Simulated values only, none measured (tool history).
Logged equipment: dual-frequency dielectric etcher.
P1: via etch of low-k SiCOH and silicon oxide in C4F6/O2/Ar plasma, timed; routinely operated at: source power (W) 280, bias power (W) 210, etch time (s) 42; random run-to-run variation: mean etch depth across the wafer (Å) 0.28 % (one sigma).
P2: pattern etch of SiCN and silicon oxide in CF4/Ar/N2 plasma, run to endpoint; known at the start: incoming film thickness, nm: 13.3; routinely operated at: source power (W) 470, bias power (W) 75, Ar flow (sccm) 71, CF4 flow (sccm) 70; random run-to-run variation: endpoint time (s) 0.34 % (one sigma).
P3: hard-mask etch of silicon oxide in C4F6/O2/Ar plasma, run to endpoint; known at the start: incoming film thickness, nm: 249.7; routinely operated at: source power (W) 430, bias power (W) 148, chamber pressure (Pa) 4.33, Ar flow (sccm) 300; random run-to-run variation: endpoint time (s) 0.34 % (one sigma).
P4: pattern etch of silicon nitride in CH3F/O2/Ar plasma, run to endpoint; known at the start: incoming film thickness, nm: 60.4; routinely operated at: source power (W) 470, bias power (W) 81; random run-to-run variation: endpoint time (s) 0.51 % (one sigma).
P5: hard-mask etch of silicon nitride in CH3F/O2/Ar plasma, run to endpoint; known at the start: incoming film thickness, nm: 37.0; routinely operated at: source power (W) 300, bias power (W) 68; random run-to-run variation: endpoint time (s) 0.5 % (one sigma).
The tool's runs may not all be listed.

run,hour,process that ran,source power (W),bias power (W),etch time (s),chamber pressure (Pa),Ar flow (sccm),CF4 flow (sccm),mean etch depth across the wafer (Å),endpoint time (s)
1,7.8,P1,280,210,42,,,,906.14,
2,15.6,P1,280,210,52,,,,1117.70,
3,32.7,P3,430,148,,4.33,300,,,80.287
4,45.5,P4,470,111,,,,,,70.746
5,56.5,P1,350,166,42,,,,913.92,
6,69.3,P1,280,281,42,,,,994.87,
7,85.2,P5,300,68,,,,,,59.930
8,101.8,P1,180,210,42,,,,767.07,
9,117.7,P4,650,81,,,,,,69.420
10,128.9,P5,300,41,,,,,,70.551
11,143.0,P1,280,132,42,,,,783.68,
12,157.6,P5,300,68,,,,,,59.548
13,165.5,P1,280,210,42,,,,903.57,
14,182.0,P3,530,148,,4.33,300,,,74.613
15,198.8,P3,430,148,,4.33,187,,,76.171
16,213.9,P5,210,68,,,,,,67.866
17,230.1,P2,470,49,,,71,70,,15.369
18,244.6,P1,280,210,23,,,,494.49,
19,258.9,P2,470,75,,,42,70,,12.669
20,271.8,P1,280,210,42,,,,906.11,
21,286.3,P1,280,210,42,,,,903.65,
22,298.2,P4,470,81,,,,,,79.722

What will run 23 give?
23,309.7,P3,430,148,,5.53,300,,,?

endpoint time (s): 83.311
